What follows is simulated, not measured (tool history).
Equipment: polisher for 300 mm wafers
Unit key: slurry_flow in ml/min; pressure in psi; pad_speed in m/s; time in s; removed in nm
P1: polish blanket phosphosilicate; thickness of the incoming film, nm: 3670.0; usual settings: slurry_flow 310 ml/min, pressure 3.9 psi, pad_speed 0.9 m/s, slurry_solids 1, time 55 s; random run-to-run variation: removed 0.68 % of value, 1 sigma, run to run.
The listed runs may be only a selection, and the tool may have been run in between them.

run   hour  slurry_flow  pressure  pad_speed  slurry_solids  time  wafers polished on this pad  hours since the slurry nozzle was cleaned  hours since the head pressure was calibrated  hours since the slurry blender was calibrated  hours since the conditioning disc was replaced  removed
  1    6.7          310       3.9        0.9              1    55                         1042                                       78.5                                         393.6                                          313.4                                            56.2   579.64
  2   13.8          310       5.4        0.9              1    55                         1151                                       85.6                                         400.7                                          320.5                                            63.3    803.9
  3   21.7          310       3.9       1.28              1    31                         1273                                       93.5                                         408.6                                          328.4                                            71.2   428.28
  4   27.3          310         5        0.9            0.6    55                         1360                                       99.1                                         414.2                                            334                                            76.8   569.79
  5   32.4          310       3.9        0.9              1    55                         1438                                      104.2                                         419.3                                          339.1                                            81.9   579.15
  6   39.2          310       3.9        0.9            1.4    55                         1543                                        111                                         426.1                                          345.9                                            88.7   662.17
  7   47.5          310       3.9        0.9              1    25                         1671                                      119.3                                         434.4                                          354.2                                              97    262.2
  8   54.1          310       3.9        0.9              1    55                         1773                                      125.9                                           441                                          360.8                                           103.6    583.6
  9   59.9          310       3.9        0.9              1    55                         1863                                      131.7                                         446.8                                          366.6                                           109.4   572.47
 10   67.7          310       3.9        0.9              1    55                         1983                                      139.5                                         454.6                                          374.4                                           117.2   580.08
 11   72.2          185       3.9        0.9              1    55                         2053                                        144                                         459.1                                          378.9                                           121.7   546.57
 12   81.5          310       3.9        0.4              1    55                         2196                                      153.3                                         468.4                                          388.2                                             131   303.53
 13   89.2          310       3.9        0.9              1    55                         2315                                        161                                         476.1                                          395.9                                           138.7   578.84
      91.3  -- conditioning disc replaced and pad reconditioned
 14   96.9          310       3.9        0.9              1    82                         2434                                      168.7                                         483.8                                          403.6                                             5.7   863.06
     100.7  -- head pressure recalibrated
 15  101.3          450       3.9        0.9              1    55                         2502                                      173.1                                           0.7                                            408                                            10.1   599.59
 16  106.3          310       3.9        0.9           0.55    55                         2579                                      178.1                                           5.7                                            413                                            15.1   420.97
 17  116.1          310       1.8        0.9              1    55                         2730                                      187.9                                          15.5                                          422.8                                            24.9   269.57
 18  124.6          425       3.9        0.9              1    32                         2861                                      196.4                                            24                                          431.3                                            33.4   344.73
 19  134.4          310       3.9       1.22              1    55                         3013                                      206.2                                          33.8                                          441.1                                            43.2   734.51
 20    142          310       3.9        0.9              1    55                         3130                                      213.8                                          41.4                                          448.7                                            50.8   585.33
 21  150.3          310       3.9        0.9              1    55                         3258                                      222.1                                          49.7                                            457                                            59.1   553.74
 22  155.3          310       3.9        0.9              1    55                         3335                                      227.1                                          54.7                                            462                                            64.1   538.53
 23  160.3          310       3.9        0.9              1    55                         3412                                      232.1                                          59.7                                            467                                            69.1   531.08
 24  169.7          310       3.9        0.9              1    55                         3558                                      241.5                                          69.1                                          476.4                                            78.5   525.11
     171.1  -- worn pad replaced by a new one
 25  174.4          310       3.9        0.9              1    55                           51                                      246.2                                          73.8                                          481.1                                            83.2   517.02
 26  181.1          310       3.9        0.9              1    55                          155                                      252.9                                          80.5                                          487.8                                            89.9   516.83
     182.2  -- conditioning disc replaced and pad reconditioned
 27  187.1          310       3.9        0.9              1    55                          247                                      258.9                                          86.5                                          493.8                                               5   517.61
 28  192.2          310       3.9        0.9              1    55                          326                                        264                                          91.6                                          498.9                                            10.1   512.35
 29  198.7          310       3.9        0.9              1    55                          426                                      270.5                                          98.1                                          505.4                                            16.6   511.98
 30  207.2          310       3.9        0.9              1    55                          558                                        279                                         106.6                                          513.9                                            25.1   514.16

What P1 gives has crept away from where it was. These 2 causes fit the log equally well, each at the size given:
A: abrasive missing from the slurry, % = 22.1
B: head's pressure below its setpoint, % = 11.4
The drift started at roughly hour 142.
All other causes, with the reason each is excluded:
removal rate lost through wear of the pad, %: serviced after onset, at hour 171.1, with no recovery of the prior output
slurry flow missing at the pad, %: at most 40, giving a -5.6 % change in removed: too small, or against the direction of the creep
time polished since the conditioner stopped cutting, s: serviced after onset, at hour 182.2, with no recovery of the prior output

Which of the 4 check runs listed below, each an average over 3 wafers with its results shown as question marks, gives clearly different results under the different listed causes?
check 1  215.7          185       3.9        0.9              1    55                                                                                                                                                                                                                             ?
check 2  215.7          310       3.9       0.66              1    55                                                                                                                                                                                                                             ?
check 3  215.7          310       3.9       0.42              1    55                                                                                                                                                                                                                             ?
check 4  215.7          310       3.9        0.9            0.6    55                                                                                                                                                                                                                             ?

If the cause were each of the candidates in turn, the checks would give the following:
  check   result    if A    if B
check 1  removed  483.67  483.79
check 2  removed  400.04  400.14
check 3  removed  278.65  278.72
check 4  removed  381.31  393.56
Per check, the gap between the least separated pair of causes, taken in the result that splits them most: check 1 0.03 %; check 2 0.03 %; check 3 0.03 %; check 4 3.16 %
The causes can be told apart only by check 4. The other checks would give nearly the same results under each of them.

With check 4 done, the readings were: removed 393.71 nm. Identify which of the listed causes applies.

The cause is B: head's pressure below its setpoint, %.

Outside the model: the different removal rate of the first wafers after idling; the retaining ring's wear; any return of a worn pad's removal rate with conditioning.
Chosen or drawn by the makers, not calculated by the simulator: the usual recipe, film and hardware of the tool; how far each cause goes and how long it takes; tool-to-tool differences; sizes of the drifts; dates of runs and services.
